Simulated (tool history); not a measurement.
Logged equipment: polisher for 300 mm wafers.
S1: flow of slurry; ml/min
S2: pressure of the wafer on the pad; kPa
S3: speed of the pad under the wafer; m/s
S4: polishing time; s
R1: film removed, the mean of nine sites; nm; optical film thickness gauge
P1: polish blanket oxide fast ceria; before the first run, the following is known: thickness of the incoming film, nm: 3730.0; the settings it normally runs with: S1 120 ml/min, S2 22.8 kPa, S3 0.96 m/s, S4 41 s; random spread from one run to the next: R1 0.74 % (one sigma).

{"run": 1, "hour": 8.9, "S1": 120, "S2": 22.8, "S3": 0.96, "S4": 41, "R1": 592.1}
{"run": 2, "hour": 17.6, "S1": 120, "S2": 31, "S3": 0.96, "S4": 41, "R1": 799.26}
{"run": 3, "hour": 24.4, "S1": 120, "S2": 22.8, "S3": 0.96, "S4": 41, "R1": 586.72}
{"run": 4, "hour": 33.9, "S1": 75, "S2": 22.8, "S3": 0.96, "S4": 41, "R1": 523.95}
{"run": 5, "hour": 40.4, "S1": 120, "S2": 31, "S3": 0.96, "S4": 27, "R1": 524.54}
{"run": 6, "hour": 48.6, "S1": 70, "S2": 22.8, "S3": 0.96, "S4": 56, "R1": 696.04}
{"run": 7, "hour": 54.4, "S1": 155, "S2": 22.8, "S3": 0.96, "S4": 41, "R1": 609.96}
{"run": 8, "hour": 63.1, "S1": 120, "S2": 22.8, "S3": 0.96, "S4": 55, "R1": 791.56}
{"run": 9, "hour": 69.3, "S1": 120, "S2": 22.8, "S3": 0.96, "S4": 41, "R1": 594.8}
{"run": 10, "hour": 79.2, "S1": 120, "S2": 22.8, "S3": 0.96, "S4": 41, "R1": 594.48}
{"run": 11, "hour": 87.1, "S1": 120, "S2": 22.8, "S3": 0.56, "S4": 41, "R1": 344.74}
{"hour": 87.6, "done": "worn pad replaced by a new one"}
{"run": 12, "hour": 99.2, "S1": 120, "S2": 22.8, "S3": 1.3, "S4": 41, "R1": 797.74}
{"run": 13, "hour": 108.2, "S1": 120, "S2": 22.8, "S3": 0.96, "S4": 24, "R1": 342.76}
{"run": 14, "hour": 116.6, "S1": 85, "S2": 22.8, "S3": 0.96, "S4": 32, "R1": 421.13}
{"run": 15, "hour": 124.7, "S1": 120, "S2": 13.1, "S3": 0.96, "S4": 41, "R1": 338.25}

What does the tool deliver on the next run?
{"run": 16, "hour": 131.2, "S1": 120, "S2": 22.8, "S3": 0.96, "S4": 41, "R1": "?"}

R1: 590.63 nm
